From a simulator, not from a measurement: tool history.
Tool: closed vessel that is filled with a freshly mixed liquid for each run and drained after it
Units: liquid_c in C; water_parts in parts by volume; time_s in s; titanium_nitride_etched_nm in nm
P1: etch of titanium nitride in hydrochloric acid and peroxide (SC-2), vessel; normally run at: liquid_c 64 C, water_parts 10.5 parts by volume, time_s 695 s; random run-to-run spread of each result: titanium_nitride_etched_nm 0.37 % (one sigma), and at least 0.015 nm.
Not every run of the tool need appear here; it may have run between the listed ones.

run  hour  liquid_c  water_parts  time_s  titanium_nitride_etched_nm
  1   2.6        64         10.5     695                      53.245
  2   5.9        64         10.5     695                      53.254
  3  10.1        64         10.5     695                      53.271
  4  13.5        72         10.5     695                      86.309
     13.9  -- thermometer replaced
  5  17.5        64         14.5     695                      40.377
  6  20.9      47.5         10.5     695                      18.409
  7  23.8        57            4     695                        72.1
  8  25.7      70.5         10.5     115                      13.118
  9  27.9        64         10.5     300                      22.908
     31.2  -- new drum of peroxide connected
 10  31.5        64         10.5    1215                       93.49
 11  33.9        53         10.5     310                      11.875
 12  36.9        64            4     695                      111.37

Forecast run 13:
 13  39.8        64         10.5     695                           ?

{"run 13": {"titanium_nitride_etched_nm": 53.342}}
